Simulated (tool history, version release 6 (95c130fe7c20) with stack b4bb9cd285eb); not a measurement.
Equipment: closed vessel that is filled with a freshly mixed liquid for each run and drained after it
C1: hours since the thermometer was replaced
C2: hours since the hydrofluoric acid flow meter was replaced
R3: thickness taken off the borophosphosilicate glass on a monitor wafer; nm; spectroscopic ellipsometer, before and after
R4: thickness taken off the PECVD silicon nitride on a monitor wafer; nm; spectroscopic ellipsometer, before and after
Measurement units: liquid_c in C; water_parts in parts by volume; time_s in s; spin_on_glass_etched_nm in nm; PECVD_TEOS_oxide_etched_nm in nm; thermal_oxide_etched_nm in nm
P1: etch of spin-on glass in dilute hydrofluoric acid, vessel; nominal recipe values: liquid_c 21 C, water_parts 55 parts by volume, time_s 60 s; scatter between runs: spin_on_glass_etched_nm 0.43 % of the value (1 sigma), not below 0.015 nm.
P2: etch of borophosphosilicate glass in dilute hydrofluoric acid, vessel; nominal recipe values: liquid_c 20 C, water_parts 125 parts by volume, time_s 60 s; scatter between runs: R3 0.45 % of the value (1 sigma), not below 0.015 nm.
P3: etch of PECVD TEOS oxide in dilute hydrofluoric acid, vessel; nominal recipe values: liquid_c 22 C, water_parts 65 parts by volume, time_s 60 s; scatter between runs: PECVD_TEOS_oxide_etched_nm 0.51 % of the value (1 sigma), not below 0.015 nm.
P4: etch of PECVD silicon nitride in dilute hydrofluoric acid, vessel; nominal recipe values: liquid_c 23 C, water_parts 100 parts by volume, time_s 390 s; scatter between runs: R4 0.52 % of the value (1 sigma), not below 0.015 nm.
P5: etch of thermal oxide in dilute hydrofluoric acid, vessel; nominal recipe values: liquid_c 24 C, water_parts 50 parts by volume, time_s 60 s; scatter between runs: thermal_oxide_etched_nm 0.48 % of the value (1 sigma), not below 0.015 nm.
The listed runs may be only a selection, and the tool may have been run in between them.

{"run": 1, "hour": 10.2, "process": "P1", "liquid_c": 21, "water_parts": 55, "time_s": 60, "C1": 686.3, "C2": 1667.7, "spin_on_glass_etched_nm": 20.869}
{"run": 2, "hour": 22.2, "process": "P1", "liquid_c": 21, "water_parts": 55, "time_s": 60, "C1": 698.3, "C2": 1679.7, "spin_on_glass_etched_nm": 20.732}
{"run": 3, "hour": 33.7, "process": "P3", "liquid_c": 22, "water_parts": 65, "time_s": 60, "C1": 709.8, "C2": 1691.2, "PECVD_TEOS_oxide_etched_nm": 14.184}
{"run": 4, "hour": 43.4, "process": "P1", "liquid_c": 25.5, "water_parts": 55, "time_s": 60, "C1": 719.5, "C2": 1700.9, "spin_on_glass_etched_nm": 24.96}
{"run": 5, "hour": 55.9, "process": "P1", "liquid_c": 21, "water_parts": 55, "time_s": 30, "C1": 732, "C2": 1713.4, "spin_on_glass_etched_nm": 10.416}
{"run": 6, "hour": 62.7, "process": "P2", "liquid_c": 20, "water_parts": 125, "time_s": 60, "C1": 738.8, "C2": 1720.2, "R3": 19.373}
{"run": 7, "hour": 75.3, "process": "P1", "liquid_c": 21, "water_parts": 55, "time_s": 60, "C1": 751.4, "C2": 1732.8, "spin_on_glass_etched_nm": 20.825}
{"run": 8, "hour": 83.7, "process": "P3", "liquid_c": 22, "water_parts": 65, "time_s": 30, "C1": 759.8, "C2": 1741.2, "PECVD_TEOS_oxide_etched_nm": 7.1807}
{"run": 9, "hour": 90.6, "process": "P1", "liquid_c": 21, "water_parts": 55, "time_s": 60, "C1": 766.7, "C2": 1748.1, "spin_on_glass_etched_nm": 20.909}
{"run": 10, "hour": 100.1, "process": "P1", "liquid_c": 21, "water_parts": 95, "time_s": 60, "C1": 776.2, "C2": 1757.6, "spin_on_glass_etched_nm": 11.539}
{"run": 11, "hour": 109.7, "process": "P4", "liquid_c": 23, "water_parts": 100, "time_s": 640, "C1": 785.8, "C2": 1767.2, "R4": 25.453}
{"run": 12, "hour": 118.9, "process": "P5", "liquid_c": 24, "water_parts": 90, "time_s": 60, "C1": 795, "C2": 1776.4, "thermal_oxide_etched_nm": 3.4253}
{"run": 13, "hour": 129.7, "process": "P4", "liquid_c": 23, "water_parts": 100, "time_s": 390, "C1": 805.8, "C2": 1787.2, "R4": 15.489}
{"run": 14, "hour": 135.8, "process": "P5", "liquid_c": 24, "water_parts": 50, "time_s": 60, "C1": 811.9, "C2": 1793.3, "thermal_oxide_etched_nm": 6.556}
{"run": 15, "hour": 142.1, "process": "P3", "liquid_c": 22, "water_parts": 65, "time_s": 60, "C1": 818.2, "C2": 1799.6, "PECVD_TEOS_oxide_etched_nm": 14.204}
{"run": 16, "hour": 149.0, "process": "P4", "liquid_c": 23, "water_parts": 155, "time_s": 390, "C1": 825.1, "C2": 1806.5, "R4": 10.038}
{"run": 17, "hour": 159.4, "process": "P3", "liquid_c": 17, "water_parts": 65, "time_s": 60, "C1": 835.5, "C2": 1816.9, "PECVD_TEOS_oxide_etched_nm": 11.504}
{"run": 18, "hour": 166.1, "process": "P5", "liquid_c": 17, "water_parts": 50, "time_s": 60, "C1": 842.2, "C2": 1823.6, "thermal_oxide_etched_nm": 4.8329}
{"run": 19, "hour": 179.0, "process": "P4", "liquid_c": 31, "water_parts": 100, "time_s": 390, "C1": 855.1, "C2": 1836.5, "R4": 26.071}
{"run": 20, "hour": 185.5, "process": "P1", "liquid_c": 27.5, "water_parts": 20, "time_s": 60, "C1": 861.6, "C2": 1843, "spin_on_glass_etched_nm": 78.305}
{"run": 21, "hour": 194.1, "process": "P1", "liquid_c": 17, "water_parts": 55, "time_s": 60, "C1": 870.2, "C2": 1851.6, "spin_on_glass_etched_nm": 17.555}
{"run": 22, "hour": 205.4, "process": "P2", "liquid_c": 17, "water_parts": 125, "time_s": 60, "C1": 881.5, "C2": 1862.9, "R3": 17.13}
{"run": 23, "hour": 216.1, "process": "P3", "liquid_c": 22, "water_parts": 35, "time_s": 60, "C1": 892.2, "C2": 1873.6, "PECVD_TEOS_oxide_etched_nm": 27.269}
{"run": 24, "hour": 227.4, "process": "P1", "liquid_c": 21, "water_parts": 55, "time_s": 60, "C1": 903.5, "C2": 1884.9, "spin_on_glass_etched_nm": 20.742}
{"run": 25, "hour": 241.0, "process": "P2", "liquid_c": 20, "water_parts": 125, "time_s": 60, "C1": 917.1, "C2": 1898.5, "R3": 19.378}
{"run": 26, "hour": 253.5, "process": "P1", "liquid_c": 28, "water_parts": 55, "time_s": 90, "C1": 929.6, "C2": 1911, "spin_on_glass_etched_nm": 41.459}
{"run": 27, "hour": 266.1, "process": "P2", "liquid_c": 20, "water_parts": 125, "time_s": 30, "C1": 942.2, "C2": 1923.6, "R3": 9.7425}
{"run": 28, "hour": 276.8, "process": "P5", "liquid_c": 24, "water_parts": 50, "time_s": 115, "C1": 952.9, "C2": 1934.3, "thermal_oxide_etched_nm": 12.531}
{"run": 29, "hour": 284.2, "process": "P2", "liquid_c": 20, "water_parts": 80, "time_s": 60, "C1": 960.3, "C2": 1941.7, "R3": 31.871}
{"run": 30, "hour": 290.2, "process": "P1", "liquid_c": 21, "water_parts": 55, "time_s": 115, "C1": 966.3, "C2": 1947.7, "spin_on_glass_etched_nm": 39.74}
{"run": 31, "hour": 303.2, "process": "P1", "liquid_c": 21, "water_parts": 20, "time_s": 60, "C1": 979.3, "C2": 1960.7, "spin_on_glass_etched_nm": 59.952}
{"run": 32, "hour": 316.1, "process": "P1", "liquid_c": 21, "water_parts": 55, "time_s": 60, "C1": 992.2, "C2": 1973.6, "spin_on_glass_etched_nm": 20.794}
{"run": 33, "hour": 322.0, "process": "P1", "liquid_c": 21, "water_parts": 55, "time_s": 60, "C1": 998.1, "C2": 1979.5, "spin_on_glass_etched_nm": 20.258}
{"run": 34, "hour": 333.2, "process": "P1", "liquid_c": 21, "water_parts": 55, "time_s": 60, "C1": 1009.3, "C2": 1990.7, "spin_on_glass_etched_nm": 19.662}
{"run": 35, "hour": 346.9, "process": "P1", "liquid_c": 21, "water_parts": 55, "time_s": 60, "C1": 1023, "C2": 2004.4, "spin_on_glass_etched_nm": 19.46}
{"run": 36, "hour": 353.5, "process": "P1", "liquid_c": 21, "water_parts": 55, "time_s": 60, "C1": 1029.6, "C2": 2011, "spin_on_glass_etched_nm": 19.283}
{"run": 37, "hour": 362.0, "process": "P1", "liquid_c": 21, "water_parts": 55, "time_s": 60, "C1": 1038.1, "C2": 2019.5, "spin_on_glass_etched_nm": 19.297}
{"run": 38, "hour": 373.8, "process": "P1", "liquid_c": 21, "water_parts": 55, "time_s": 60, "C1": 1049.9, "C2": 2031.3, "spin_on_glass_etched_nm": 19.212}
{"run": 39, "hour": 385.5, "process": "P1", "liquid_c": 21, "water_parts": 55, "time_s": 60, "C1": 1061.6, "C2": 2043, "spin_on_glass_etched_nm": 19.193}
{"run": 40, "hour": 394.7, "process": "P1", "liquid_c": 21, "water_parts": 55, "time_s": 60, "C1": 1070.8, "C2": 2052.2, "spin_on_glass_etched_nm": 18.992}

Compared with where it was, what P1 gives has crept away. Each cause listed below fits the log as well as the rest, at the size given for it:
A: hydrofluoric acid flow below the setpoint (%) = 7.91
B: liquid colder than its thermometer reads (K) = 2.09
Onset of the creep was near hour 316.1.

Which of the 4 check runs listed below separates the causes, so that each cause would produce a clearly different result? Each run uses one wafer, and its results are marked with question marks.
{"run": "check 1", "hour": 403.9, "process": "P5", "liquid_c": 24, "water_parts": 50, "time_s": 60, "thermal_oxide_etched_nm": "?"}
{"run": "check 2", "hour": 403.9, "process": "P3", "liquid_c": 22, "water_parts": 65, "time_s": 60, "PECVD_TEOS_oxide_etched_nm": "?"}
{"run": "check 3", "hour": 403.9, "process": "P4", "liquid_c": 23, "water_parts": 100, "time_s": 390, "R4": "?"}
{"run": "check 4", "hour": 403.9, "process": "P2", "liquid_c": 20, "water_parts": 125, "time_s": 60, "R3": "?"}

Outcome of each check run for each possible cause:
check=check_1 result=thermal_oxide_etched_nm if_A=5.9802 if_B=5.9877
check=check_2 result=PECVD_TEOS_oxide_etched_nm if_A=13.028 if_B=13.055
check=check_3 result=R4 if_A=14.254 if_B=13.438
check=check_4 result=R3 if_A=17.652 if_B=17.804
Minimum pairwise separation of causes per check, each pair taken at its best-separating result: check 1 0.13 %; check 2 0.21 %; check 3 5.89 %; check 4 0.86 %
Of the check runs offered, only check 3 discriminates between the causes; the rest would read about the same regardless of which cause applies.

Check 3 was then run and gave: R4 14.271 nm. Which cause is it?

Of the candidate causes, it is A: hydrofluoric acid flow below the setpoint (%).
